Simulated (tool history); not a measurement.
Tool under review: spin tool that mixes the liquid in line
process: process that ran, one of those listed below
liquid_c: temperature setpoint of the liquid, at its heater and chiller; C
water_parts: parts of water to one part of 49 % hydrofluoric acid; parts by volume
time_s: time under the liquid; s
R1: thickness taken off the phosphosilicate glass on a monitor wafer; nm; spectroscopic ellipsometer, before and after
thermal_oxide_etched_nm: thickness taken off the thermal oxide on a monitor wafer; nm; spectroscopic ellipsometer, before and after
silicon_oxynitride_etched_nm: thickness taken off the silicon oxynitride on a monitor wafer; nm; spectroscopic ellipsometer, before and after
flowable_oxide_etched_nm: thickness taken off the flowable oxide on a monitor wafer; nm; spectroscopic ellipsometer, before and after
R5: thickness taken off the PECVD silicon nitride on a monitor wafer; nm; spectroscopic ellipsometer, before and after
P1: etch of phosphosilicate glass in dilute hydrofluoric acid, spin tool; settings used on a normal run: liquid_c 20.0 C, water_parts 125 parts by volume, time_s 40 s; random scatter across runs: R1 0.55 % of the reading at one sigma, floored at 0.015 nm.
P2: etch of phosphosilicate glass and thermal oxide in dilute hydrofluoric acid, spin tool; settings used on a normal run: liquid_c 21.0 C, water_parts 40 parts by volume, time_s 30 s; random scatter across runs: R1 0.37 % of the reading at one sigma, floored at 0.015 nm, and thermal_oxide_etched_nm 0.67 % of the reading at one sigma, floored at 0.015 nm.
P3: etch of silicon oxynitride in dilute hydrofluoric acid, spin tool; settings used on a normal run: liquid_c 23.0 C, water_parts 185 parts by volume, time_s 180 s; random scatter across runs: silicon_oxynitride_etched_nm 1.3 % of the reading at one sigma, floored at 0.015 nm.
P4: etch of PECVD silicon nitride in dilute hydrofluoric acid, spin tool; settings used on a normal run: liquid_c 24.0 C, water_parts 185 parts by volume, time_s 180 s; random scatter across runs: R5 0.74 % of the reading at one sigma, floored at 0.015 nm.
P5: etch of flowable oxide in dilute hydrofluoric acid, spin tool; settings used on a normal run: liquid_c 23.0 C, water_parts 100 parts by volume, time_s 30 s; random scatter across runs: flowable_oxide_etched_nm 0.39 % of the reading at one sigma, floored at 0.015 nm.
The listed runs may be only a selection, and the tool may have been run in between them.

run 1 day=0.633 | process=P1 liquid_c=20.0 water_parts=125 time_s=40 | R1=52.925
run 2 day=1.100 | process=P1 liquid_c=20.0 water_parts=125 time_s=40 | R1=52.766
run 3 day=1.767 | process=P1 liquid_c=20.0 water_parts=125 time_s=65 | R1=85.348
run 4 day=2.283 | process=P2 liquid_c=21.0 water_parts=40 time_s=30 | R1=59.508 thermal_oxide_etched_nm=3.3088
run 5 day=2.917 | process=P3 liquid_c=23.0 water_parts=45 time_s=180 | silicon_oxynitride_etched_nm=8.8377
run 6 day=3.350 | process=P3 liquid_c=23.0 water_parts=185 time_s=315 | silicon_oxynitride_etched_nm=3.3570
run 7 day=3.746 | process=P1 liquid_c=20.0 water_parts=125 time_s=40 | R1=52.556
run 8 day=4.346 | process=P5 liquid_c=30.0 water_parts=100 time_s=30 | flowable_oxide_etched_nm=9.8477
run 9 day=4.758 | process=P1 liquid_c=20.0 water_parts=65 time_s=40 | R1=108.490
run 10 day=5.475 | process=P4 liquid_c=24.0 water_parts=285 time_s=180 | R5=2.23660
run 11 day=6.058 | process=P5 liquid_c=23.0 water_parts=55 time_s=30 | flowable_oxide_etched_nm=14.5090
run 12 day=6.625 | process=P2 liquid_c=21.0 water_parts=70 time_s=30 | R1=32.351 thermal_oxide_etched_nm=1.8342
run 13 day=7.171 | process=P1 liquid_c=20.0 water_parts=125 time_s=15 | R1=19.703
run 14 day=7.917 | process=P1 liquid_c=17.0 water_parts=125 time_s=40 | R1=46.558
run 15 day=8.638 | process=P1 liquid_c=24.0 water_parts=125 time_s=40 | R1=62.151
run 16 day=9.133 | process=P1 liquid_c=20.0 water_parts=125 time_s=40 | R1=52.688
run 17 day=9.667 | process=P1 liquid_c=20.0 water_parts=190 time_s=40 | R1=32.506
run 18 day=10.200 | process=P5 liquid_c=23.0 water_parts=100 time_s=15 | flowable_oxide_etched_nm=3.7919
run 19 day=10.667 | process=P2 liquid_c=29.0 water_parts=40 time_s=30 | R1=81.696 thermal_oxide_etched_nm=4.6123
run 20 day=11.292 | process=P1 liquid_c=20.0 water_parts=125 time_s=40 | R1=52.596
run 21 day=11.767 | process=P1 liquid_c=20.0 water_parts=125 time_s=40 | R1=52.235
run 22 day=12.167 | process=P5 liquid_c=23.0 water_parts=100 time_s=30 | flowable_oxide_etched_nm=7.5349
run 23 day=12.900 | process=P1 liquid_c=20.0 water_parts=125 time_s=40 | R1=52.692
run 24 day=13.538 | process=P3 liquid_c=17.0 water_parts=185 time_s=180 | silicon_oxynitride_etched_nm=1.4164
run 25 day=14.033 | process=P2 liquid_c=21.0 water_parts=40 time_s=15 | R1=29.476 thermal_oxide_etched_nm=1.6696
run 26 day=14.508 | process=P1 liquid_c=20.0 water_parts=170 time_s=15 | R1=13.879
run 27 day=15.017 | process=P4 liquid_c=24.0 water_parts=185 time_s=20 | R5=0.40532
run 28 day=15.738 | process=P4 liquid_c=24.0 water_parts=185 time_s=180 | R5=3.36790
run 29 day=16.354 | process=P1 liquid_c=17.0 water_parts=125 time_s=60 | R1=69.872
run 30 day=16.833 | process=P3 liquid_c=23.0 water_parts=185 time_s=180 | silicon_oxynitride_etched_nm=1.8864
run 31 day=17.192 | process=P1 liquid_c=20.0 water_parts=75 time_s=20 | R1=46.499
run 32 day=17.854 | process=P4 liquid_c=18.5 water_parts=185 time_s=180 | R5=2.33120
run 33 day=18.554 | process=P2 liquid_c=21.0 water_parts=40 time_s=30 | R1=59.015 thermal_oxide_etched_nm=3.3073
run 34 day=19.279 | process=P1 liquid_c=20.0 water_parts=125 time_s=40 | R1=52.578
run 35 day=19.675 | process=P1 liquid_c=20.0 water_parts=125 time_s=40 | R1=52.296
run 36 day=20.308 | process=P1 liquid_c=20.0 water_parts=125 time_s=40 | R1=50.958
run 37 day=20.988 | process=P1 liquid_c=20.0 water_parts=125 time_s=40 | R1=50.179
run 38 day=21.562 | process=P1 liquid_c=20.0 water_parts=125 time_s=40 | R1=49.862
run 39 day=22.225 | process=P1 liquid_c=20.0 water_parts=125 time_s=40 | R1=49.868
run 40 day=22.846 | process=P1 liquid_c=20.0 water_parts=125 time_s=40 | R1=49.299
run 41 day=23.538 | process=P1 liquid_c=20.0 water_parts=125 time_s=40 | R1=49.462
run 42 day=24.008 | process=P1 liquid_c=20.0 water_parts=125 time_s=40 | R1=49.719
run 43 day=24.375 | process=P1 liquid_c=20.0 water_parts=125 time_s=40 | R1=49.062
run 44 day=24.900 | process=P1 liquid_c=20.0 water_parts=125 time_s=40 | R1=49.538

Compared with where it was, what P1 gives has crept away. Each cause listed below fits the log as well as the rest, at the size given for it:
A: liquid colder than its thermometer reads (K) = 1.58
B: hydrofluoric acid flow below the setpoint (%) = 5.47
At approximately day 19.279, the process output began to creep.

The 4 check runs listed below each average the results of 2 wafers, and their outcomes are marked with question marks. Under which run would the listed causes produce clearly different results?
run check 1 day=25.425 | process=P5 liquid_c=29.0 water_parts=65 time_s=30 | flowable_oxide_etched_nm=?
run check 2 day=25.425 | process=P3 liquid_c=23.0 water_parts=120 time_s=180 | silicon_oxynitride_etched_nm=?
run check 3 day=25.425 | process=P2 liquid_c=21.0 water_parts=70 time_s=30 | R1=? thermal_oxide_etched_nm=?
run check 4 day=25.425 | process=P4 liquid_c=21.0 water_parts=185 time_s=180 | R5=?

Check results expected under each cause:
check=check_1 result=flowable_oxide_etched_nm if_A=14.4980 if_B=14.5030
check=check_2 result=silicon_oxynitride_etched_nm if_A=2.8516 if_B=2.8897
check=check_3 result=R1 if_A=30.502 if_B=30.655
check=check_3 result=thermal_oxide_etched_nm if_A=1.7194 if_B=1.7280
check=check_4 result=R5 if_A=2.52100 if_B=2.64790
Gap, in per cent, between the two causes that each check separates least, read from the result that separates them most: check 1 0.03 %; check 2 1.33 %; check 3 0.5 %; check 4 4.91 %
The causes can be told apart only by check 4. The other checks would give nearly the same results under each of them.

Check 4 was carried out, with these results: R5 2.52840 nm. Which of the listed causes is responsible?

It was cause A: liquid colder than its thermometer reads (K).

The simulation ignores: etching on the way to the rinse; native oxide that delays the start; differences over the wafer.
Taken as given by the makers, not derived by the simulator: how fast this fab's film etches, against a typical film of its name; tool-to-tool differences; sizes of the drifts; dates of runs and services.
